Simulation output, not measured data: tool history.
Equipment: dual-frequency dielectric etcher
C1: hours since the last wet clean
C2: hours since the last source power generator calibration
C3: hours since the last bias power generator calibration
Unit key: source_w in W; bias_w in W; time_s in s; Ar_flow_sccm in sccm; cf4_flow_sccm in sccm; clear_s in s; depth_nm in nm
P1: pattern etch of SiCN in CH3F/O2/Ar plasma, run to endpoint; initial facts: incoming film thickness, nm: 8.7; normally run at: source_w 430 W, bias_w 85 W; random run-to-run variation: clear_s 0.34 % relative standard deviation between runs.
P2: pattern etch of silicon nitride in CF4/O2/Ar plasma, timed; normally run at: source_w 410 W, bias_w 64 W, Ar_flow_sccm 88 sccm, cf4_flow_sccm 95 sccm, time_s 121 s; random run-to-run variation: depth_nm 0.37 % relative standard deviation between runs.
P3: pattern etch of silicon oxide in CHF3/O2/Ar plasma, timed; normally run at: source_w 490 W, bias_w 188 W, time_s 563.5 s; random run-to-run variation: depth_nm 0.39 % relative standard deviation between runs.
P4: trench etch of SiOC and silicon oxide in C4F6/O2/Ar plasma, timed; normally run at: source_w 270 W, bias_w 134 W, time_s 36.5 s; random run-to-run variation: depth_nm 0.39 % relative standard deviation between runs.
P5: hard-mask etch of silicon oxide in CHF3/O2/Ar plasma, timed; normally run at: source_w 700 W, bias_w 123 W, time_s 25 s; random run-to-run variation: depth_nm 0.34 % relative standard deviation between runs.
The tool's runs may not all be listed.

Run 1, hour 4.2: process P1, source_w 430 W, bias_w 85 W; C1 283.8; C2 2506.8; C3 2624.5. Result: clear_s 21.596 s.
Run 2, hour 8.2: process P1, source_w 430 W, bias_w 116 W; C1 287.8; C2 2510.8; C3 2628.5. Result: clear_s 19.185 s.
Run 3, hour 13.8: process P1, source_w 430 W, bias_w 85 W; C1 293.4; C2 2516.4; C3 2634.1. Result: clear_s 21.481 s.
Run 4, hour 20.6: process P5, source_w 700 W, bias_w 123 W, time_s 17.5 s; C1 300.2; C2 2523.2; C3 2640.9. Result: depth_nm 33.296 nm.
Run 5, hour 26: process P2, source_w 410 W, bias_w 64 W, time_s 121 s, Ar_flow_sccm 88 sccm, cf4_flow_sccm 95 sccm; C1 305.6; C2 2528.6; C3 2646.3. Result: depth_nm 213.1 nm.
Run 6, hour 32: process P4, source_w 270 W, bias_w 186 W, time_s 36.5 s; C1 311.6; C2 2534.6; C3 2652.3. Result: depth_nm 63.033 nm.
At hour 38: wet clean of the chamber.
Run 7, hour 38.9: process P5, source_w 700 W, bias_w 123 W, time_s 25 s; C1 1; C2 2541.5; C3 2659.2. Result: depth_nm 47.277 nm.
Run 8, hour 44.5: process P1, source_w 600 W, bias_w 85 W; C1 6.6; C2 2547.1; C3 2664.8. Result: clear_s 19.094 s.
Run 9, hour 50.2: process P1, source_w 290 W, bias_w 85 W; C1 12.3; C2 2552.8; C3 2670.5. Result: clear_s 25.01 s.
Run 10, hour 54.8: process P1, source_w 430 W, bias_w 85 W; C1 16.9; C2 2557.4; C3 2675.1. Result: clear_s 21.529 s.
Run 11, hour 59: process P2, source_w 410 W, bias_w 64 W, time_s 121 s, Ar_flow_sccm 88 sccm, cf4_flow_sccm 63 sccm; C1 21.1; C2 2561.6; C3 2679.3. Result: depth_nm 203.99 nm.
Run 12, hour 65.7: process P1, source_w 430 W, bias_w 85 W; C1 27.8; C2 2568.3; C3 2686. Result: clear_s 21.481 s.
Run 13, hour 72.4: process P3, source_w 490 W, bias_w 128 W, time_s 563.5 s; C1 34.5; C2 2575; C3 2692.7. Result: depth_nm 913.57 nm.
Run 14, hour 78.9: process P4, source_w 270 W, bias_w 134 W, time_s 36.5 s; C1 41; C2 2581.5; C3 2699.2. Result: depth_nm 56.538 nm.
Run 15, hour 82.6: process P3, source_w 380 W, bias_w 188 W, time_s 563.5 s; C1 44.7; C2 2585.2; C3 2702.9. Result: depth_nm 953.58 nm.
Run 16, hour 87.7: process P1, source_w 430 W, bias_w 85 W; C1 49.8; C2 2590.3; C3 2708. Result: clear_s 21.656 s.
Run 17, hour 91.6: process P1, source_w 590 W, bias_w 112 W; C1 53.7; C2 2594.2; C3 2711.9. Result: clear_s 17.26 s.
Run 18, hour 98.8: process P2, source_w 410 W, bias_w 64 W, time_s 121 s, Ar_flow_sccm 56 sccm, cf4_flow_sccm 95 sccm; C1 60.9; C2 2601.4; C3 2719.1. Result: depth_nm 222.27 nm.
Run 19, hour 103.8: process P1, source_w 430 W, bias_w 85 W; C1 65.9; C2 2606.4; C3 2724.1. Result: clear_s 21.616 s.
Run 20, hour 110.3: process P3, source_w 490 W, bias_w 188 W, time_s 563.5 s; C1 72.4; C2 2612.9; C3 2730.6. Result: depth_nm 1046.5 nm.
Run 21, hour 118.1: process P4, source_w 170 W, bias_w 134 W, time_s 36.5 s; C1 80.2; C2 2620.7; C3 2738.4. Result: depth_nm 47.45 nm.
Run 22, hour 124.6: process P5, source_w 990 W, bias_w 123 W, time_s 25 s; C1 86.7; C2 2627.2; C3 2744.9. Result: depth_nm 54.528 nm.
Run 23, hour 128.5: process P1, source_w 430 W, bias_w 85 W; C1 90.6; C2 2631.1; C3 2748.8. Result: clear_s 21.576 s.
Run 24, hour 134.6: process P2, source_w 410 W, bias_w 77 W, time_s 121 s, Ar_flow_sccm 88 sccm, cf4_flow_sccm 95 sccm; C1 96.7; C2 2637.2; C3 2754.9. Result: depth_nm 227.86 nm.
Run 25, hour 139: process P2, source_w 410 W, bias_w 64 W, time_s 81 s, Ar_flow_sccm 88 sccm, cf4_flow_sccm 95 sccm; C1 101.1; C2 2641.6; C3 2759.3. Result: depth_nm 143.95 nm.
Run 26, hour 146.4: process P3, source_w 490 W, bias_w 188 W, time_s 775.5 s; C1 108.5; C2 2649; C3 2766.7. Result: depth_nm 1445.5 nm.
Run 27, hour 152.9: process P2, source_w 560 W, bias_w 64 W, time_s 121 s, Ar_flow_sccm 88 sccm, cf4_flow_sccm 95 sccm; C1 115; C2 2655.5; C3 2773.2. Result: depth_nm 280.34 nm.
Run 28, hour 158.6: process P1, source_w 430 W, bias_w 67 W; C1 120.7; C2 2661.2; C3 2778.9. Result: clear_s 23.454 s.
Run 29, hour 166.4: process P5, source_w 700 W, bias_w 74 W, time_s 25 s; C1 128.5; C2 2669; C3 2786.7. Result: depth_nm 41.266 nm.
Run 30, hour 173.2: process P4, source_w 270 W, bias_w 134 W, time_s 55 s; C1 135.3; C2 2675.8; C3 2793.5. Result: depth_nm 85.697 nm.
Run 31, hour 177.9: process P4, source_w 270 W, bias_w 134 W, time_s 36.5 s; C1 140; C2 2680.5; C3 2798.2. Result: depth_nm 56.387 nm.
Run 32, hour 185.1: process P1, source_w 430 W, bias_w 85 W; C1 147.2; C2 2687.7; C3 2805.4. Result: clear_s 21.531 s.
Run 33, hour 189.5: process P1, source_w 430 W, bias_w 85 W; C1 151.6; C2 2692.1; C3 2809.8. Result: clear_s 21.696 s.
Run 34, hour 193: process P1, source_w 430 W, bias_w 85 W; C1 155.1; C2 2695.6; C3 2813.3. Result: clear_s 21.668 s.
Run 35, hour 200.3: process P1, source_w 430 W, bias_w 85 W; C1 162.4; C2 2702.9; C3 2820.6. Result: clear_s 21.788 s.
At hour 204: wet clean of the chamber.
Run 36, hour 206.6: process P1, source_w 430 W, bias_w 85 W; C1 2.6; C2 2709.2; C3 2826.9. Result: clear_s 21.761 s.
Run 37, hour 210.5: process P1, source_w 430 W, bias_w 85 W; C1 6.5; C2 2713.1; C3 2830.8. Result: clear_s 21.751 s.
Run 38, hour 215.9: process P1, source_w 430 W, bias_w 85 W; C1 11.9; C2 2718.5; C3 2836.2. Result: clear_s 21.892 s.
Run 39, hour 220.8: process P1, source_w 430 W, bias_w 85 W; C1 16.8; C2 2723.4; C3 2841.1. Result: clear_s 21.885 s.
Run 40, hour 224.8: process P1, source_w 430 W, bias_w 85 W; C1 20.8; C2 2727.4; C3 2845.1. Result: clear_s 21.82 s.
Run 41, hour 230.6: process P1, source_w 430 W, bias_w 85 W; C1 26.6; C2 2733.2; C3 2850.9. Result: clear_s 21.975 s.

Compared with where it was, what P1 gives has crept away. Each cause listed below fits the log as well as the rest, at the size given for it:
A: bias power that arrives under what is set, % = 4.54
B: source power that arrives under what is set, % = 4.42
The creep began at about hour 185.1.
Every other cause this tool's parts could produce, and why it does not fit the log:
chamber walls in a state that lowers the etch rate, %: serviced after onset, at hour 204, with no recovery of the prior output

Consider the 4 check runs below, whose results appear as question marks and each of which averages 2 wafers. Which one distinguishes the causes, in that each cause would give it a clearly different result?
Run check 1, hour 236.4: process P2, source_w 410 W, bias_w 64 W, time_s 121 s, Ar_flow_sccm 65 sccm, cf4_flow_sccm 72 sccm. Result: depth_nm ?.
Run check 2, hour 236.4: process P4, source_w 200 W, bias_w 134 W, time_s 51.5 s. Result: depth_nm ?.
Run check 3, hour 236.4: process P3, source_w 490 W, bias_w 129 W, time_s 563.5 s. Result: depth_nm ?.
Run check 4, hour 236.4: process P5, source_w 850 W, bias_w 123 W, time_s 25 s. Result: depth_nm ?.

How each check would come out, cause by cause:
  check    result    if A    if B
check 1  depth_nm  209.46  205.11
check 2  depth_nm  70.039  69.817
check 3  depth_nm  908.11  905.51
check 4  depth_nm  50.669  50.468
Gap, in per cent, between the two causes that each check separates least, read from the result that separates them most: check 1 2.1 %; check 2 0.32 %; check 3 0.29 %; check 4 0.4 %
The other checks would show nearly matching results whichever cause is true, so check 1 is the only one that separates the causes.

After running check 1, the following was obtained: depth_nm 205.86 nm. Which cause does this point to?

The cause is B: source power that arrives under what is set, %.
